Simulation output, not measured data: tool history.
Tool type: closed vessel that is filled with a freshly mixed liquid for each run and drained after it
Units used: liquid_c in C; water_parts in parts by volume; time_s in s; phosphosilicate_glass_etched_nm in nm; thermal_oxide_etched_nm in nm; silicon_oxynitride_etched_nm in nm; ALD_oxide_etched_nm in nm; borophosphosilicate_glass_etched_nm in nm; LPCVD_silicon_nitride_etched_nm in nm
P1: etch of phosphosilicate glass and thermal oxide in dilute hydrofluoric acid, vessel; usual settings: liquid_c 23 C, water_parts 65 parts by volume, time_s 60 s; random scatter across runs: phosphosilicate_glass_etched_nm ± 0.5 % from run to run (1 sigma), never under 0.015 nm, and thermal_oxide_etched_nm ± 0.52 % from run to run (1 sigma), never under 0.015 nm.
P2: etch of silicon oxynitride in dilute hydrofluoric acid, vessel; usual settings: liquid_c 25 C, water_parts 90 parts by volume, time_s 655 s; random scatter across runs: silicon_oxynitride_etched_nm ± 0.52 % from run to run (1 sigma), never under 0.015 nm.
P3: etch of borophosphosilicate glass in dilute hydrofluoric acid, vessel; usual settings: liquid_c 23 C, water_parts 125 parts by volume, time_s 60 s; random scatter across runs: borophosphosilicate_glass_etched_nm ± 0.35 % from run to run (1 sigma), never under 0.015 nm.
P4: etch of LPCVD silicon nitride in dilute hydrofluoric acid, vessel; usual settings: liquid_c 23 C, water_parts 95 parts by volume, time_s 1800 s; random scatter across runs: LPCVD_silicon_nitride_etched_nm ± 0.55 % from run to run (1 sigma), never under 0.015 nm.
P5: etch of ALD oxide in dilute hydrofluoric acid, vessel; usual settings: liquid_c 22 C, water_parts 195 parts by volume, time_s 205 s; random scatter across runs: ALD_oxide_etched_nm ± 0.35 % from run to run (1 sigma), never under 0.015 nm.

| run | hour | process | liquid_c | water_parts | time_s | phosphosilicate_glass_etched_nm | thermal_oxide_etched_nm | silicon_oxynitride_etched_nm | ALD_oxide_etched_nm | borophosphosilicate_glass_etched_nm | LPCVD_silicon_nitride_etched_nm |
|---|---|---|---|---|---|---|---|---|---|---|---|
| 1 | 2.7 | P1 | 23 | 65 | 60 | 68.494 | 4.1943 |  |  |  |  |
| 2 | 5.9 | P1 | 30.5 | 105 | 60 | 53.563 | 3.2622 |  |  |  |  |
| 3 | 10.2 | P1 | 23 | 65 | 60 | 68.165 | 4.18 |  |  |  |  |
| 4 | 15 | P1 | 23 | 65 | 60 | 67.867 | 4.1693 |  |  |  |  |
| 5 | 19 | P2 | 25 | 55 | 655 |  |  | 36.978 |  |  |  |
| 6 | 21.9 | P5 | 22 | 115 | 205 |  |  |  | 39.768 |  |  |
| 7 | 26.6 | P1 | 17.5 | 65 | 60 | 53.723 | 3.32 |  |  |  |  |
| 8 | 31.7 | P2 | 32.5 | 90 | 655 |  |  | 30.854 |  |  |  |
| 9 | 36.1 | P5 | 22 | 195 | 205 |  |  |  | 21.45 |  |  |
| 10 | 38.7 | P3 | 23 | 125 | 95 |  |  |  |  | 27.188 |  |
| 11 | 43.4 | P5 | 17 | 195 | 205 |  |  |  | 17.78 |  |  |
| 12 | 47.8 | P1 | 23 | 65 | 60 | 68.345 | 4.1735 |  |  |  |  |
| 13 | 50.2 | P1 | 23 | 20 | 60 | 234.94 | 14.507 |  |  |  |  |
| 14 | 53 | P4 | 23 | 95 | 3375 |  |  |  |  |  | 15.303 |
| 15 | 55.3 | P4 | 23 | 95 | 1800 |  |  |  |  |  | 8.167 |
| 16 | 58.9 | P4 | 23 | 20 | 1800 |  |  |  |  |  | 36.946 |
| 17 | 63.5 | P3 | 17 | 125 | 60 |  |  |  |  | 13.416 |  |
| 18 | 67.5 | P1 | 27.5 | 65 | 60 | 81.277 | 5.0143 |  |  |  |  |
| 19 | 71.2 | P1 | 23 | 65 | 30 | 33.952 | 2.1297 |  |  |  |  |
| 20 | 75.2 | P1 | 23 | 95 | 60 | 44.856 | 2.7403 |  |  |  |  |
| 21 | 77.8 | P3 | 23 | 125 | 60 |  |  |  |  | 17.009 |  |
| 22 | 81 | P2 | 25 | 90 | 655 |  |  | 21.766 |  |  |  |
| 23 | 84.2 | P1 | 23 | 65 | 60 | 67.677 | 4.1623 |  |  |  |  |
| 24 | 87 | P2 | 25 | 90 | 290 |  |  | 9.6941 |  |  |  |
| 25 | 89.7 | P3 | 23 | 30 | 60 |  |  |  |  | 80.229 |  |
| 26 | 93.6 | P1 | 23 | 65 | 60 | 67.797 | 4.1859 |  |  |  |  |
| 27 | 98.7 | P3 | 23 | 125 | 60 |  |  |  |  | 17.045 |  |
| 28 | 102 | P4 | 31.5 | 95 | 1800 |  |  |  |  |  | 14.142 |
| 29 | 105.2 | P5 | 22 | 195 | 315 |  |  |  | 32.882 |  |  |
| 30 | 109.3 | P1 | 23 | 65 | 60 | 68.077 | 4.2061 |  |  |  |  |
| 31 | 113.7 | P1 | 23 | 65 | 110 | 123.9 | 7.6727 |  |  |  |  |
| 32 | 116.3 | P1 | 23 | 65 | 60 | 67.888 | 4.1319 |  |  |  |  |
| 33 | 118.9 | P1 | 23 | 65 | 60 | 68.97 | 4.2891 |  |  |  |  |
| 34 | 122.6 | P1 | 23 | 65 | 60 | 69.957 | 4.3297 |  |  |  |  |
| 35 | 127.2 | P1 | 23 | 65 | 60 | 70.756 | 4.4038 |  |  |  |  |
| 36 | 131.8 | P1 | 23 | 65 | 60 | 71.112 | 4.3481 |  |  |  |  |
| 37 | 135.8 | P1 | 23 | 65 | 60 | 71.196 | 4.3908 |  |  |  |  |
| 38 | 140 | P1 | 23 | 65 | 60 | 71.651 | 4.4446 |  |  |  |  |
| 39 | 143.5 | P1 | 23 | 65 | 60 | 72.58 | 4.4478 |  |  |  |  |
| 40 | 148.7 | P1 | 23 | 65 | 60 | 71.975 | 4.4504 |  |  |  |  |
| 41 | 151.1 | P1 | 23 | 65 | 60 | 72.021 | 4.5048 |  |  |  |  |
| 42 | 153.9 | P1 | 23 | 65 | 60 | 71.816 | 4.4328 |  |  |  |  |

What P1 gives has crept off from where it sat before. The 2 causes that follow fit the log equally well, each at the size noted:
A: liquid hotter than its thermometer reads (K) = 1.55
B: hydrofluoric acid flow above the setpoint (%) = 5.99
The gradual shift began around hour 116.3.

Below are 4 check runs, each on a single wafer, with their results shown as question marks. Which of them would tell the listed causes apart, meaning the causes would give clearly different results under it?
| check 1 | 156.7 | P2 | 25 | 60 | 655 |  |  | ? |  |  |  |
| check 2 | 156.7 | P4 | 23 | 95 | 3135 |  |  |  |  |  | ? |
| check 3 | 156.7 | P3 | 17.5 | 125 | 80 |  |  |  |  | ? |  |
| check 4 | 156.7 | P5 | 17 | 195 | 205 |  |  |  | ? |  |  |

How each check would come out, cause by cause:
| check | result | if A | if B |
|---|---|---|---|
| check 1 | silicon_oxynitride_etched_nm | 36.232 | 35.766 |
| check 2 | LPCVD_silicon_nitride_etched_nm | 15.755 | 15.057 |
| check 3 | borophosphosilicate_glass_etched_nm | 19.449 | 19.482 |
| check 4 | ALD_oxide_etched_nm | 18.868 | 18.999 |
Smallest distance between any two causes, each pair judged by its most separating result, in per cent: check 1 1.3 %; check 2 4.53 %; check 3 0.17 %; check 4 0.69 %
Check 2 is the one run that separates the causes; every other check would come out nearly the same whichever cause is at work.

With check 2 done, the readings were: LPCVD_silicon_nitride_etched_nm 15.162 nm. Identify which of the listed causes applies.

The cause is B: hydrofluoric acid flow above the setpoint (%).
